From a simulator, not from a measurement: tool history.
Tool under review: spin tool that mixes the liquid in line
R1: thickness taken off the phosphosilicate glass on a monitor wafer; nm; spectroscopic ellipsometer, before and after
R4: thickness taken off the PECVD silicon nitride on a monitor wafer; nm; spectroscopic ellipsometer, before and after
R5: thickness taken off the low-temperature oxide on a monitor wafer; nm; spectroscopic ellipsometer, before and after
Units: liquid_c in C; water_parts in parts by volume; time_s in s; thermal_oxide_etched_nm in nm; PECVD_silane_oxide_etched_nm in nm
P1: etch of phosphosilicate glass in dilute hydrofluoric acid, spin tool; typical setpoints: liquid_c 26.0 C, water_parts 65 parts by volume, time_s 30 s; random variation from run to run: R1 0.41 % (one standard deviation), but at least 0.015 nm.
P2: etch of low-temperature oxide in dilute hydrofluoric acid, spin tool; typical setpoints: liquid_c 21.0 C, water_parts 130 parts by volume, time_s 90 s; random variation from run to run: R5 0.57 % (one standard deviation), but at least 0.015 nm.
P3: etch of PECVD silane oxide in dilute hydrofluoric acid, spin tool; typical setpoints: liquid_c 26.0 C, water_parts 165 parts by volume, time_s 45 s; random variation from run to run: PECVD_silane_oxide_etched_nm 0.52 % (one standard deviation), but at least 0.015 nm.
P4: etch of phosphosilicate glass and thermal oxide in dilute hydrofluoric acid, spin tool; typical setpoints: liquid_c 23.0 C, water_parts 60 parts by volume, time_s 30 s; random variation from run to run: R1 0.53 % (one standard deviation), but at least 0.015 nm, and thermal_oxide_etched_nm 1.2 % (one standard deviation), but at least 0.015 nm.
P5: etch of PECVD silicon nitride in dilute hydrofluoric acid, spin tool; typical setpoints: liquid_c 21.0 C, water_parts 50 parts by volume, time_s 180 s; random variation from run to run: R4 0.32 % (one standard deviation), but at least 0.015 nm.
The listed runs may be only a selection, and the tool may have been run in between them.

run 1 hour=15.6 | process=P1 liquid_c=26.0 water_parts=65 time_s=30 | R1=51.488
run 2 hour=31.3 | process=P4 liquid_c=31.0 water_parts=60 time_s=30 | R1=93.877 thermal_oxide_etched_nm=3.1303
run 3 hour=47.1 | process=P1 liquid_c=30.0 water_parts=30 time_s=30 | R1=139.090
run 4 hour=56.3 | process=P3 liquid_c=26.0 water_parts=165 time_s=45 | PECVD_silane_oxide_etched_nm=7.5279
run 5 hour=70.7 | process=P1 liquid_c=26.0 water_parts=65 time_s=30 | R1=51.832
run 6 hour=81.5 | process=P4 liquid_c=23.0 water_parts=60 time_s=65 | R1=148.380 thermal_oxide_etched_nm=5.0220
run 7 hour=95.6 | process=P3 liquid_c=26.0 water_parts=50 time_s=45 | PECVD_silane_oxide_etched_nm=28.9090
run 8 hour=107.3 | process=P4 liquid_c=23.0 water_parts=20 time_s=30 | R1=217.510 thermal_oxide_etched_nm=7.2842
run 9 hour=115.2 | process=P3 liquid_c=26.0 water_parts=165 time_s=45 | PECVD_silane_oxide_etched_nm=7.5746
run 10 hour=128.3 | process=P1 liquid_c=26.0 water_parts=65 time_s=45 | R1=77.170
run 11 hour=137.3 | process=P5 liquid_c=21.0 water_parts=50 time_s=30 | R4=2.7703
run 12 hour=150.2 | process=P2 liquid_c=21.0 water_parts=130 time_s=15 | R5=1.5543
run 13 hour=163.0 | process=P1 liquid_c=34.0 water_parts=65 time_s=30 | R1=70.672
run 14 hour=177.5 | process=P5 liquid_c=21.0 water_parts=50 time_s=180 | R4=16.7660
run 15 hour=187.5 | process=P1 liquid_c=20.5 water_parts=65 time_s=30 | R1=41.663
run 16 hour=202.6 | process=P4 liquid_c=23.0 water_parts=60 time_s=30 | R1=68.510 thermal_oxide_etched_nm=2.2976
run 17 hour=213.2 | process=P5 liquid_c=17.0 water_parts=50 time_s=180 | R4=12.6860
run 18 hour=228.2 | process=P1 liquid_c=26.0 water_parts=20 time_s=30 | R1=178.880
-- hour=239.1 thermometer replaced
run 19 hour=243.3 | process=P1 liquid_c=26.0 water_parts=65 time_s=30 | R1=51.920
run 20 hour=258.2 | process=P2 liquid_c=21.0 water_parts=130 time_s=90 | R5=9.3463
run 21 hour=268.5 | process=P1 liquid_c=26.0 water_parts=65 time_s=30 | R1=51.596
run 22 hour=282.5 | process=P5 liquid_c=21.0 water_parts=50 time_s=180 | R4=16.6800
run 23 hour=297.6 | process=P1 liquid_c=26.0 water_parts=95 time_s=30 | R1=33.993
run 24 hour=305.1 | process=P2 liquid_c=21.0 water_parts=55 time_s=90 | R5=23.8830
run 25 hour=315.4 | process=P2 liquid_c=17.0 water_parts=130 time_s=90 | R5=7.9511
run 26 hour=326.4 | process=P1 liquid_c=26.0 water_parts=65 time_s=15 | R1=25.966
run 27 hour=339.1 | process=P3 liquid_c=31.0 water_parts=165 time_s=45 | PECVD_silane_oxide_etched_nm=8.9868
run 28 hour=349.7 | process=P1 liquid_c=26.0 water_parts=65 time_s=30 | R1=51.748
run 29 hour=363.2 | process=P5 liquid_c=21.0 water_parts=90 time_s=180 | R4=9.3987
run 30 hour=374.7 | process=P2 liquid_c=21.0 water_parts=130 time_s=90 | R5=9.3360
run 31 hour=387.2 | process=P3 liquid_c=26.0 water_parts=165 time_s=85 | PECVD_silane_oxide_etched_nm=14.3400
run 32 hour=396.5 | process=P1 liquid_c=26.0 water_parts=65 time_s=30 | R1=51.841
run 33 hour=407.1 | process=P1 liquid_c=26.0 water_parts=65 time_s=30 | R1=50.841
run 34 hour=420.3 | process=P1 liquid_c=26.0 water_parts=65 time_s=30 | R1=49.645
run 35 hour=434.2 | process=P1 liquid_c=26.0 water_parts=65 time_s=30 | R1=48.755
run 36 hour=442.2 | process=P1 liquid_c=26.0 water_parts=65 time_s=30 | R1=48.499
run 37 hour=455.2 | process=P1 liquid_c=26.0 water_parts=65 time_s=30 | R1=48.123
run 38 hour=464.1 | process=P1 liquid_c=26.0 water_parts=65 time_s=30 | R1=48.436
run 39 hour=474.5 | process=P1 liquid_c=26.0 water_parts=65 time_s=30 | R1=48.448
run 40 hour=485.2 | process=P1 liquid_c=26.0 water_parts=65 time_s=30 | R1=48.198
run 41 hour=496.1 | process=P1 liquid_c=26.0 water_parts=65 time_s=30 | R1=48.136
run 42 hour=509.5 | process=P1 liquid_c=26.0 water_parts=65 time_s=30 | R1=48.476

P1 has crept away from where it was. The log is fitted equally well by each of these 2 causes, at the sizes shown:
A: hydrofluoric acid flow below the setpoint (%) = 6.35
B: liquid colder than its thermometer reads (K) = 1.78
The gradual shift began around hour 396.5.

Question marks stand in for the results of the 4 check runs listed below, each run on one wafer. Under which run would the listed causes show clearly different results?
run check 1 hour=522.9 | process=P4 liquid_c=30.0 water_parts=60 time_s=55 | R1=? thermal_oxide_etched_nm=?
run check 2 hour=522.9 | process=P3 liquid_c=26.0 water_parts=80 time_s=80 | PECVD_silane_oxide_etched_nm=?
run check 3 hour=522.9 | process=P5 liquid_c=17.0 water_parts=50 time_s=180 | R4=?
run check 4 hour=522.9 | process=P2 liquid_c=17.5 water_parts=130 time_s=15 | R5=?

How each check would come out, cause by cause:
check=check_1 result=R1 if_A=154.920 if_B=155.240
check=check_1 result=thermal_oxide_etched_nm if_A=5.2496 if_B=5.2604
check=check_2 result=PECVD_silane_oxide_etched_nm if_A=28.7350 if_B=28.7880
check=check_3 result=R4 if_A=11.8600 if_B=11.1270
check=check_4 result=R5 if_A=1.2538 if_B=1.2542
Minimum pairwise separation of causes per check, each pair taken at its best-separating result: check 1 0.21 %; check 2 0.18 %; check 3 6.38 %; check 4 0.03 %
Check 3 tells the causes apart: in the others they would give nearly the same result.

After running check 3, the following was obtained: R4 11.1090 nm. Which cause does this point to?

Of the candidate causes, it is B: liquid colder than its thermometer reads (K).

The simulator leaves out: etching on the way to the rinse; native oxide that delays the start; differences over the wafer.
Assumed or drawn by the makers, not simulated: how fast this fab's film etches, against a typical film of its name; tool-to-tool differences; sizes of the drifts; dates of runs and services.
